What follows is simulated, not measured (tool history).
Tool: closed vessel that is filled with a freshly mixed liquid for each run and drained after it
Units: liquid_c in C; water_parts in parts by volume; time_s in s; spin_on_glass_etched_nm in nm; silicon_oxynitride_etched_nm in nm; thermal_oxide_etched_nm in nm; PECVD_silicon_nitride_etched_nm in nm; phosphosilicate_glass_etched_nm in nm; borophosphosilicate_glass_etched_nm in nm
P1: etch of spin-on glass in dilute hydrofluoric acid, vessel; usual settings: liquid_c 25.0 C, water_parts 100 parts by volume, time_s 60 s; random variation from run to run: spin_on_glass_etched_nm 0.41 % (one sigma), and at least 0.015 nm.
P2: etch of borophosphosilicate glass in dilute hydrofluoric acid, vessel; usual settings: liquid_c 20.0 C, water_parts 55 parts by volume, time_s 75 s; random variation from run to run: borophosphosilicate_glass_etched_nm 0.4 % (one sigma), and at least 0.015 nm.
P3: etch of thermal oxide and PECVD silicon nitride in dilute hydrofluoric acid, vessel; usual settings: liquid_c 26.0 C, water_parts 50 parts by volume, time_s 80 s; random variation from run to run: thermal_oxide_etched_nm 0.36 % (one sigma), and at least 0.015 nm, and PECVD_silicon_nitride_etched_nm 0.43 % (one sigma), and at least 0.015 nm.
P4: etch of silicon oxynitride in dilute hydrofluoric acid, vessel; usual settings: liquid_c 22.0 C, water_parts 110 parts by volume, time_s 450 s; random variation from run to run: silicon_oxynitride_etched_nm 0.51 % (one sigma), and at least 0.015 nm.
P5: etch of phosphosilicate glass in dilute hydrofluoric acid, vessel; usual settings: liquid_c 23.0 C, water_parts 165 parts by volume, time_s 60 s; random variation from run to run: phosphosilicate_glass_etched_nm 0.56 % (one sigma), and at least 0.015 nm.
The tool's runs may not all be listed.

run	day	process	liquid_c	water_parts	time_s	spin_on_glass_etched_nm	silicon_oxynitride_etched_nm	thermal_oxide_etched_nm	PECVD_silicon_nitride_etched_nm	phosphosilicate_glass_etched_nm	borophosphosilicate_glass_etched_nm
1	0.229	P1	25.0	100	60	18.8710					
2	0.412	P1	25.0	100	60	18.9530					
3	0.662	P4	22.0	110	450		5.3359				
4	0.850	P3	26.0	70	80			6.4924	6.0689		
5	1.050	P5	23.0	165	60					53.159	
6	1.208	P1	32.5	100	60	24.9700					
7	1.379	P5	17.0	165	60					42.327	
8	1.583	P1	25.0	100	60	18.9090					
# day 1.746: hydrofluoric acid flow meter replaced
9	1.833	P4	22.0	200	450		2.7625				
10	2.017	P2	28.5	55	75						73.174
11	2.154	P1	25.0	175	60	9.8274					
12	2.367	P3	32.0	50	80			11.7610	12.6170		
13	2.542	P5	23.0	165	110					98.333	
14	2.721	P1	25.0	35	30	29.4030					
15	2.912	P2	20.0	55	75						51.858
16	3.133	P1	25.0	55	60	36.7190					
17	3.271	P3	26.0	50	130			15.0560	13.8740		
18	3.379	P2	20.0	20	75						149.040
19	3.612	P1	18.0	165	60	8.0932					
20	3.808	P4	17.0	110	450		4.2072				
21	3.996	P1	25.0	100	60	18.9010					

Forecast run 22:
22	4.154	P3	26.0	50	80			?	?		

{"run 22": {"thermal_oxide_etched_nm": 9.2985, "PECVD_silicon_nitride_etched_nm": 8.5213}}

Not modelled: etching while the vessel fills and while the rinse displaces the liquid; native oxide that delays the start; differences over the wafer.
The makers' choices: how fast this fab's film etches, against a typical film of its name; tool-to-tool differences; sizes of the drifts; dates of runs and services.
